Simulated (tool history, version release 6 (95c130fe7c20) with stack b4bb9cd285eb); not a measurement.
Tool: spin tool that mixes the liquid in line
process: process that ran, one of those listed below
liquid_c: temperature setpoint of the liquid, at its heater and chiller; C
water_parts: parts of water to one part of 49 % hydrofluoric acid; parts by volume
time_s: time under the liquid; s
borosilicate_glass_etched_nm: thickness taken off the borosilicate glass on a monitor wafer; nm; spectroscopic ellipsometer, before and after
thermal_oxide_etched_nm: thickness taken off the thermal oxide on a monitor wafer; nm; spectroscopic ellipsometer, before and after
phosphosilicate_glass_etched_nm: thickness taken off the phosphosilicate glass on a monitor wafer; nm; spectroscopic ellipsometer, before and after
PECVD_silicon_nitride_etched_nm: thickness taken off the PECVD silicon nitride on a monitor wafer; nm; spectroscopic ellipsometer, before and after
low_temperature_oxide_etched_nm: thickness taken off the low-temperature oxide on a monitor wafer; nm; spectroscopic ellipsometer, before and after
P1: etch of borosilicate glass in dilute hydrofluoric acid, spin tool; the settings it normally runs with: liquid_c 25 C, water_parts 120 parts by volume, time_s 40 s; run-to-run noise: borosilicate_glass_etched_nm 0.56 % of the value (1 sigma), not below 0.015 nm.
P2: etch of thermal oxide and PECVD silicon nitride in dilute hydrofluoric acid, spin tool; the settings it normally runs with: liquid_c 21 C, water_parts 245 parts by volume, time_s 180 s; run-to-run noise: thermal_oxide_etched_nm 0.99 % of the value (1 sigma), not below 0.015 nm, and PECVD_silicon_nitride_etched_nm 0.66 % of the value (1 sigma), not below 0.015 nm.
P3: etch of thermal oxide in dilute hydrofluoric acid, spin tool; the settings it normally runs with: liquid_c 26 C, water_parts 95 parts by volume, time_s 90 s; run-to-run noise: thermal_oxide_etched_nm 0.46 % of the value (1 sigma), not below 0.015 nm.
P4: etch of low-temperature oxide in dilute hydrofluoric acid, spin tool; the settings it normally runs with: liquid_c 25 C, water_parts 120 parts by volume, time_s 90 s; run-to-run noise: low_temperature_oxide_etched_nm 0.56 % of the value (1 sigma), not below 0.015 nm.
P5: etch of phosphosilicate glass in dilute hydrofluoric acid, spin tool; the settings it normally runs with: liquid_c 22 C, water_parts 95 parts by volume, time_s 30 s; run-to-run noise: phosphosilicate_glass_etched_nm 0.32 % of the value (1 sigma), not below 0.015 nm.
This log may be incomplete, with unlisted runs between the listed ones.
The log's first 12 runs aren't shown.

run   hour  process  liquid_c  water_parts  time_s  hours since the thermometer was replaced  hours since the hydrofluoric acid flow meter was replaced  borosilicate_glass_etched_nm  thermal_oxide_etched_nm  phosphosilicate_glass_etched_nm  PECVD_silicon_nitride_etched_nm  low_temperature_oxide_etched_nm
 13  117.2       P2        29          245     180                                    1735.5                                                      282.2                                                 3.5929                                                            5.6725
 14  128.1       P5        22           55      30                                    1746.4                                                      293.1                                                                                  34.662
 15  135.5       P2        21          245     180                                    1753.8                                                      300.5                                                 2.6878                                                            3.3795
 16  144.8       P1        25          120      20                                    1763.1                                                      309.8                        3.3799
 17  157.9       P1        29          170      40                                    1776.2                                                      322.9                         5.226
 18  166.3       P1        25          120      40                                    1784.6                                                      331.3                        6.7622
 19  177.4       P4        25          120     140                                    1795.7                                                      342.4                                                                                                                                                    19.583
 20  190.4       P4        25          120      90                                    1808.7                                                      355.4                                                                                                                                                    12.615
 21  197.5       P4        25          195      90                                    1815.8                                                      362.5                                                                                                                                                    7.1398
 22  210.1       P1        25          120      40                                    1828.4                                                      375.1                        6.7266

What does the tool deliver on the next run?
 23  221.6       P1        25          120      40                                    1839.9                                                      386.6                             ?

borosilicate_glass_etched_nm: 6.776 nm
